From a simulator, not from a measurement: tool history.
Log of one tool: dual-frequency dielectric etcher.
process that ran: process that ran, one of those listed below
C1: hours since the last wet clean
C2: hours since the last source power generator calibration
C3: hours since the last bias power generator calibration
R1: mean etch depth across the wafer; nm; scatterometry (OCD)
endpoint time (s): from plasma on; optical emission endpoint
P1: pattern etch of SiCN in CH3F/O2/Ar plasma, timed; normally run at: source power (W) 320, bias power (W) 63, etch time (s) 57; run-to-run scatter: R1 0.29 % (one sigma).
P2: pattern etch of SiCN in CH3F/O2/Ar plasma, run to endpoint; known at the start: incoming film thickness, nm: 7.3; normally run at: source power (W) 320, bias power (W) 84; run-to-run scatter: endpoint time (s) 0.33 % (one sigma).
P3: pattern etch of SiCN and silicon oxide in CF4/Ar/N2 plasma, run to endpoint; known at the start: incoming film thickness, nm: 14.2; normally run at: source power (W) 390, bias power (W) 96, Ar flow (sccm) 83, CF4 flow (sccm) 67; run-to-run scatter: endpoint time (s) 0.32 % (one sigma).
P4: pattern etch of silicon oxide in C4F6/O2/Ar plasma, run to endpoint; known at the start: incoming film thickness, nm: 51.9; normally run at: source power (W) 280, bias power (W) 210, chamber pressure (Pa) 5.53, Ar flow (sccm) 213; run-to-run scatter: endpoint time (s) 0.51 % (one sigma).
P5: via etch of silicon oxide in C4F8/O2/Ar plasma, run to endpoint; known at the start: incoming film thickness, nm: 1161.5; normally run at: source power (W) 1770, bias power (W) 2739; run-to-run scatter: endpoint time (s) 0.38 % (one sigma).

Run 1, hour 7: process that ran P1, source power (W) 320, bias power (W) 63, etch time (s) 57; C1 198.1; C2 764.6; C3 1629.3. Result: R1 18.321 nm.
Run 2, hour 13.8: process that ran P3, source power (W) 510, bias power (W) 96, Ar flow (sccm) 83, CF4 flow (sccm) 67; C1 204.9; C2 771.4; C3 1636.1. Result: endpoint time (s) 13.234.
Run 3, hour 20.3: process that ran P5, source power (W) 1770, bias power (W) 2739; C1 211.4; C2 777.9; C3 1642.6. Result: endpoint time (s) 218.66.
Run 4, hour 25.8: process that ran P4, source power (W) 280, bias power (W) 258, Ar flow (sccm) 213, chamber pressure (Pa) 5.53; C1 216.9; C2 783.4; C3 1648.1. Result: endpoint time (s) 16.75.
Run 5, hour 31.9: process that ran P5, source power (W) 2310, bias power (W) 2739; C1 223; C2 789.5; C3 1654.2. Result: endpoint time (s) 198.33.
Run 6, hour 40.9: process that ran P1, source power (W) 320, bias power (W) 63, etch time (s) 57; C1 232; C2 798.5; C3 1663.2. Result: R1 18.212 nm.
Run 7, hour 44.9: process that ran P4, source power (W) 370, bias power (W) 210, Ar flow (sccm) 213, chamber pressure (Pa) 5.53; C1 236; C2 802.5; C3 1667.2. Result: endpoint time (s) 15.932.
Run 8, hour 52: process that ran P3, source power (W) 390, bias power (W) 96, Ar flow (sccm) 61, CF4 flow (sccm) 67; C1 243.1; C2 809.6; C3 1674.3. Result: endpoint time (s) 16.069.
Run 9, hour 56.3: process that ran P2, source power (W) 190, bias power (W) 84; C1 247.4; C2 813.9; C3 1678.6. Result: endpoint time (s) 24.664.
Run 10, hour 60.9: process that ran P3, source power (W) 390, bias power (W) 96, Ar flow (sccm) 83, CF4 flow (sccm) 67; C1 252; C2 818.5; C3 1683.2. Result: endpoint time (s) 16.707.
Run 11, hour 67.1: process that ran P4, source power (W) 280, bias power (W) 210, Ar flow (sccm) 272, chamber pressure (Pa) 5.53; C1 258.2; C2 824.7; C3 1689.4. Result: endpoint time (s) 18.324.
Run 12, hour 73.8: process that ran P1, source power (W) 190, bias power (W) 44, etch time (s) 57; C1 264.9; C2 831.4; C3 1696.1. Result: R1 13.237 nm.
Run 13, hour 80.9: process that ran P1, source power (W) 320, bias power (W) 48, etch time (s) 57; C1 272; C2 838.5; C3 1703.2. Result: R1 16.566 nm.
Run 14, hour 88.1: process that ran P1, source power (W) 320, bias power (W) 63, etch time (s) 38.5; C1 279.2; C2 845.7; C3 1710.4. Result: R1 12.304 nm.
Run 15, hour 94.7: process that ran P1, source power (W) 320, bias power (W) 85, etch time (s) 57; C1 285.8; C2 852.3; C3 1717. Result: R1 20.271 nm.
Run 16, hour 101: process that ran P1, source power (W) 320, bias power (W) 63, etch time (s) 57; C1 292.1; C2 858.6; C3 1723.3. Result: R1 18.222 nm.
Run 17, hour 107.8: process that ran P5, source power (W) 1770, bias power (W) 2739; C1 298.9; C2 865.4; C3 1730.1. Result: endpoint time (s) 220.69.
Run 18, hour 112: process that ran P1, source power (W) 320, bias power (W) 63, etch time (s) 57; C1 303.1; C2 869.6; C3 1734.3. Result: R1 18.173 nm.
Run 19, hour 117: process that ran P3, source power (W) 390, bias power (W) 96, Ar flow (sccm) 83, CF4 flow (sccm) 67; C1 308.1; C2 874.6; C3 1739.3. Result: endpoint time (s) 16.802.
Run 20, hour 124.5: process that ran P2, source power (W) 320, bias power (W) 84; C1 315.6; C2 882.1; C3 1746.8. Result: endpoint time (s) 20.248.
Run 21, hour 132.4: process that ran P3, source power (W) 390, bias power (W) 59, Ar flow (sccm) 83, CF4 flow (sccm) 67; C1 323.5; C2 890; C3 1754.7. Result: endpoint time (s) 19.718.
Run 22, hour 137.6: process that ran P1, source power (W) 320, bias power (W) 63, etch time (s) 57; C1 328.7; C2 895.2; C3 1759.9. Result: R1 18.204 nm.
Run 23, hour 142.3: process that ran P1, source power (W) 250, bias power (W) 63, etch time (s) 57; C1 333.4; C2 899.9; C3 1764.6. Result: R1 16.53 nm.
Run 24, hour 148.9: process that ran P4, source power (W) 280, bias power (W) 210, Ar flow (sccm) 213, chamber pressure (Pa) 6.6; C1 340; C2 906.5; C3 1771.2. Result: endpoint time (s) 18.249.
Run 25, hour 155.1: process that ran P2, source power (W) 320, bias power (W) 105; C1 346.2; C2 912.7; C3 1777.4. Result: endpoint time (s) 18.714.
Run 26, hour 162.8: process that ran P3, source power (W) 390, bias power (W) 96, Ar flow (sccm) 83, CF4 flow (sccm) 90; C1 353.9; C2 920.4; C3 1785.1. Result: endpoint time (s) 16.152.
Run 27, hour 168.6: process that ran P4, source power (W) 280, bias power (W) 210, Ar flow (sccm) 213, chamber pressure (Pa) 5.53; C1 359.7; C2 926.2; C3 1790.9. Result: endpoint time (s) 17.874.
At hour 171.2: wet clean of the chamber.
Run 28, hour 175.2: process that ran P5, source power (W) 1770, bias power (W) 1707; C1 4.1; C2 932.8; C3 1797.5. Result: endpoint time (s) 252.95.
Run 29, hour 184.1: process that ran P1, source power (W) 320, bias power (W) 63, etch time (s) 76; C1 13; C2 941.7; C3 1806.4. Result: R1 24.176 nm.
Run 30, hour 188.7: process that ran P1, source power (W) 320, bias power (W) 63, etch time (s) 57; C1 17.6; C2 946.3; C3 1811. Result: R1 18.162 nm.
Run 31, hour 193.4: process that ran P1, source power (W) 420, bias power (W) 63, etch time (s) 57; C1 22.3; C2 951; C3 1815.7. Result: R1 20.143 nm.
Run 32, hour 200.8: process that ran P1, source power (W) 320, bias power (W) 63, etch time (s) 57; C1 29.7; C2 958.4; C3 1823.1. Result: R1 18.185 nm.
Run 33, hour 207.4: process that ran P1, source power (W) 320, bias power (W) 63, etch time (s) 57; C1 36.3; C2 965; C3 1829.7. Result: R1 18.152 nm.
Run 34, hour 213.1: process that ran P1, source power (W) 320, bias power (W) 63, etch time (s) 57; C1 42; C2 970.7; C3 1835.4. Result: R1 18.066 nm.
Run 35, hour 221.9: process that ran P1, source power (W) 320, bias power (W) 63, etch time (s) 57; C1 50.8; C2 979.5; C3 1844.2. Result: R1 17.942 nm.
Run 36, hour 226.6: process that ran P1, source power (W) 320, bias power (W) 63, etch time (s) 57; C1 55.5; C2 984.2; C3 1848.9. Result: R1 17.918 nm.
At hour 230.2: wet clean of the chamber.
Run 37, hour 232.4: process that ran P1, source power (W) 320, bias power (W) 63, etch time (s) 57; C1 2.3; C2 990; C3 1854.7. Result: R1 17.908 nm.
Run 38, hour 240.7: process that ran P1, source power (W) 320, bias power (W) 63, etch time (s) 57; C1 10.6; C2 998.3; C3 1863. Result: R1 18.024 nm.
Run 39, hour 248.4: process that ran P1, source power (W) 320, bias power (W) 63, etch time (s) 57; C1 18.3; C2 1006; C3 1870.7. Result: R1 17.938 nm.
Run 40, hour 252.9: process that ran P1, source power (W) 320, bias power (W) 63, etch time (s) 57; C1 22.8; C2 1010.5; C3 1875.2. Result: R1 17.873 nm.
Run 41, hour 260.2: process that ran P1, source power (W) 320, bias power (W) 63, etch time (s) 57; C1 30.1; C2 1017.8; C3 1882.5. Result: R1 18.025 nm.
Run 42, hour 267.3: process that ran P1, source power (W) 320, bias power (W) 63, etch time (s) 57; C1 37.2; C2 1024.9; C3 1889.6. Result: R1 17.915 nm.

What P1 gives has crept away from where it was. These 2 causes fit the log equally well, each at the size given:
A: source power that arrives under what is set, % = 3.96
B: bias power that arrives under what is set, % = 4.29
The creep began at about hour 200.8.
Why every other cause is out:
chamber walls in a state that lowers the etch rate, %: serviced at hour 230.2, which brought nothing back

4 check runs are offered, each on 2 wafers whose results are averaged, their results left as question marks. Which one tells the causes apart?
Run check 1, hour 274.4: process that ran P2, source power (W) 320, bias power (W) 101. Result: endpoint time (s) ?.
Run check 2, hour 274.4: process that ran P3, source power (W) 390, bias power (W) 96, Ar flow (sccm) 67, CF4 flow (sccm) 67. Result: endpoint time (s) ?.
Run check 3, hour 274.4: process that ran P4, source power (W) 350, bias power (W) 210, Ar flow (sccm) 213, chamber pressure (Pa) 5.53. Result: endpoint time (s) ?.
Run check 4, hour 274.4: process that ran P5, source power (W) 1770, bias power (W) 2209. Result: endpoint time (s) ?.

What each check would give under each cause:
  check             result    if A    if B
check 1  endpoint time (s)  19.185  19.222
check 2  endpoint time (s)  16.876  16.534
check 3  endpoint time (s)  16.609   16.59
check 4  endpoint time (s)  238.72  237.97
How far apart the two closest causes lie, in the result that separates them most: check 1 0.19 %; check 2 2.05 %; check 3 0.12 %; check 4 0.31 %
Check 2 tells the causes apart: in the others they would give nearly the same result.

Then check 2 was run and gave: endpoint time (s) 16.906. Which cause is it?

It is A: source power that arrives under what is set, %.

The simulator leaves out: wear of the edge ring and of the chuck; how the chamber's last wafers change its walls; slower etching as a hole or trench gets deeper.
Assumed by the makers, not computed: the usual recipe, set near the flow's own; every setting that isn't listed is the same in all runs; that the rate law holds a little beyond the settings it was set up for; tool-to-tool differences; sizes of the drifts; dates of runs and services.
